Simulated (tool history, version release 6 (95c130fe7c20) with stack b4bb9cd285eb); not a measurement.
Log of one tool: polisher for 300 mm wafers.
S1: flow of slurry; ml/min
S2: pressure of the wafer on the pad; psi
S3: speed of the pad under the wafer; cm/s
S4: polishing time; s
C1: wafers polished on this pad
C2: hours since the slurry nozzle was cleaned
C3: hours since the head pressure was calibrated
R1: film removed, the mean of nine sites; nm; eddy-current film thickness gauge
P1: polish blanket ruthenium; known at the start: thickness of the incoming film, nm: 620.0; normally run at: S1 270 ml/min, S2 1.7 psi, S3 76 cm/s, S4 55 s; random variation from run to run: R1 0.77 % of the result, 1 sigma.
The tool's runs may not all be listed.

Run 1, hour 12.4: S1 270 ml/min, S2 1.7 psi, S3 76 cm/s, S4 55 s; C1 358; C2 78.7; C3 963.4. Result: R1 37.683 nm.
Run 2, hour 22: S1 270 ml/min, S2 1.7 psi, S3 76 cm/s, S4 55 s; C1 489; C2 88.3; C3 973. Result: R1 37.497 nm.
Run 3, hour 31.6: S1 370 ml/min, S2 1.7 psi, S3 76 cm/s, S4 55 s; C1 621; C2 97.9; C3 982.6. Result: R1 38.496 nm.
Run 4, hour 46: S1 160 ml/min, S2 1.7 psi, S3 76 cm/s, S4 55 s; C1 819; C2 112.3; C3 997. Result: R1 35.62 nm.
Run 5, hour 62.9: S1 270 ml/min, S2 1 psi, S3 76 cm/s, S4 55 s; C1 1052; C2 129.2; C3 1013.9. Result: R1 22.063 nm.
Run 6, hour 71.2: S1 270 ml/min, S2 1.7 psi, S3 56 cm/s, S4 55 s; C1 1166; C2 137.5; C3 1022.2. Result: R1 27.264 nm.
Run 7, hour 79.8: S1 270 ml/min, S2 2.7 psi, S3 76 cm/s, S4 55 s; C1 1284; C2 146.1; C3 1030.8. Result: R1 59.571 nm.
Run 8, hour 87.8: S1 270 ml/min, S2 1.7 psi, S3 118 cm/s, S4 55 s; C1 1394; C2 154.1; C3 1038.8. Result: R1 58.098 nm.
Run 9, hour 102.5: S1 270 ml/min, S2 1.7 psi, S3 76 cm/s, S4 28 s; C1 1596; C2 168.8; C3 1053.5. Result: R1 19.079 nm.
Run 10, hour 117: S1 270 ml/min, S2 1.7 psi, S3 76 cm/s, S4 83 s; C1 1795; C2 183.3; C3 1068. Result: R1 56.614 nm.
Run 11, hour 127.2: S1 270 ml/min, S2 1.7 psi, S3 76 cm/s, S4 55 s; C1 1935; C2 193.5; C3 1078.2. Result: R1 37.709 nm.
Run 12, hour 141.6: S1 270 ml/min, S2 1.7 psi, S3 76 cm/s, S4 55 s; C1 2133; C2 207.9; C3 1092.6. Result: R1 37.839 nm.
Run 13, hour 157.5: S1 270 ml/min, S2 1.7 psi, S3 76 cm/s, S4 55 s; C1 2352; C2 223.8; C3 1108.5. Result: R1 37.308 nm.
Run 14, hour 171.7: S1 270 ml/min, S2 1.7 psi, S3 76 cm/s, S4 55 s; C1 2547; C2 238; C3 1122.7. Result: R1 37.62 nm.
Run 15, hour 180.4: S1 270 ml/min, S2 2.4 psi, S3 50 cm/s, S4 55 s; C1 2667; C2 246.7; C3 1131.4. Result: R1 34.403 nm.
Run 16, hour 194.1: S1 270 ml/min, S2 1.7 psi, S3 76 cm/s, S4 55 s; C1 2855; C2 260.4; C3 1145.1. Result: R1 37.118 nm.
Run 17, hour 210: S1 270 ml/min, S2 1.7 psi, S3 76 cm/s, S4 55 s; C1 3073; C2 276.3; C3 1161. Result: R1 36.708 nm.
Run 18, hour 224.6: S1 270 ml/min, S2 1.7 psi, S3 76 cm/s, S4 55 s; C1 3274; C2 290.9; C3 1175.6. Result: R1 36.348 nm.
Run 19, hour 234.2: S1 270 ml/min, S2 1.7 psi, S3 76 cm/s, S4 55 s; C1 3406; C2 300.5; C3 1185.2. Result: R1 36.217 nm.
Run 20, hour 245.6: S1 270 ml/min, S2 1.7 psi, S3 76 cm/s, S4 55 s; C1 3563; C2 311.9; C3 1196.6. Result: R1 36.034 nm.
Run 21, hour 254.3: S1 270 ml/min, S2 1.7 psi, S3 76 cm/s, S4 55 s; C1 3682; C2 320.6; C3 1205.3. Result: R1 35.581 nm.
At hour 271.1: worn pad replaced by a new one.
Run 22, hour 271.2: S1 270 ml/min, S2 1.7 psi, S3 76 cm/s, S4 55 s; C1 1; C2 337.5; C3 1222.2. Result: R1 36.214 nm.
Run 23, hour 281.3: S1 270 ml/min, S2 1.7 psi, S3 76 cm/s, S4 55 s; C1 140; C2 347.6; C3 1232.3. Result: R1 35.184 nm.
Run 24, hour 292.2: S1 270 ml/min, S2 1.7 psi, S3 76 cm/s, S4 55 s; C1 290; C2 358.5; C3 1243.2. Result: R1 35.474 nm.
Run 25, hour 310: S1 270 ml/min, S2 1.7 psi, S3 76 cm/s, S4 55 s; C1 534; C2 376.3; C3 1261. Result: R1 35.281 nm.
Run 26, hour 326.2: S1 270 ml/min, S2 1.7 psi, S3 76 cm/s, S4 55 s; C1 757; C2 392.5; C3 1277.2. Result: R1 35.507 nm.
Run 27, hour 337.1: S1 270 ml/min, S2 1.7 psi, S3 76 cm/s, S4 55 s; C1 907; C2 403.4; C3 1288.1. Result: R1 35.027 nm.

What P1 gives has crept away from where it was. These 2 causes fit the log equally well, each at the size given:
A: slurry flow missing at the pad, % = 39.1
B: head's pressure below its setpoint, % = 6.06
The creep began at about hour 194.1.
Why every other cause is out:
removal rate lost through wear of the pad, %: serviced at hour 271.1, which brought nothing back

4 check runs are offered, each on 5 wafers whose results are averaged, their results left as question marks. Which one tells the causes apart?
Run check 1, hour 348: S1 270 ml/min, S2 2.6 psi, S3 76 cm/s, S4 55 s. Result: R1 ?.
Run check 2, hour 348: S1 270 ml/min, S2 1.7 psi, S3 98 cm/s, S4 55 s. Result: R1 ?.
Run check 3, hour 348: S1 185 ml/min, S2 1.7 psi, S3 118 cm/s, S4 55 s. Result: R1 ?.
Run check 4, hour 348: S1 270 ml/min, S2 2.6 psi, S3 76 cm/s, S4 43 s. Result: R1 ?.

What each check would give under each cause:
  check  result    if A    if B
check 1      R1   53.83  53.835
check 2      R1  45.385   45.39
check 3      R1   50.88  52.249
check 4      R1  42.085   42.09
How far apart the two closest causes lie, in the result that separates them most: check 1 0.01 %; check 2 0.01 %; check 3 2.65 %; check 4 0.01 %
Check 3 tells the causes apart: in the others they would give nearly the same result.

Then check 3 was run and gave: R1 50.865 nm. Which cause is it?

It is A: slurry flow missing at the pad, %.

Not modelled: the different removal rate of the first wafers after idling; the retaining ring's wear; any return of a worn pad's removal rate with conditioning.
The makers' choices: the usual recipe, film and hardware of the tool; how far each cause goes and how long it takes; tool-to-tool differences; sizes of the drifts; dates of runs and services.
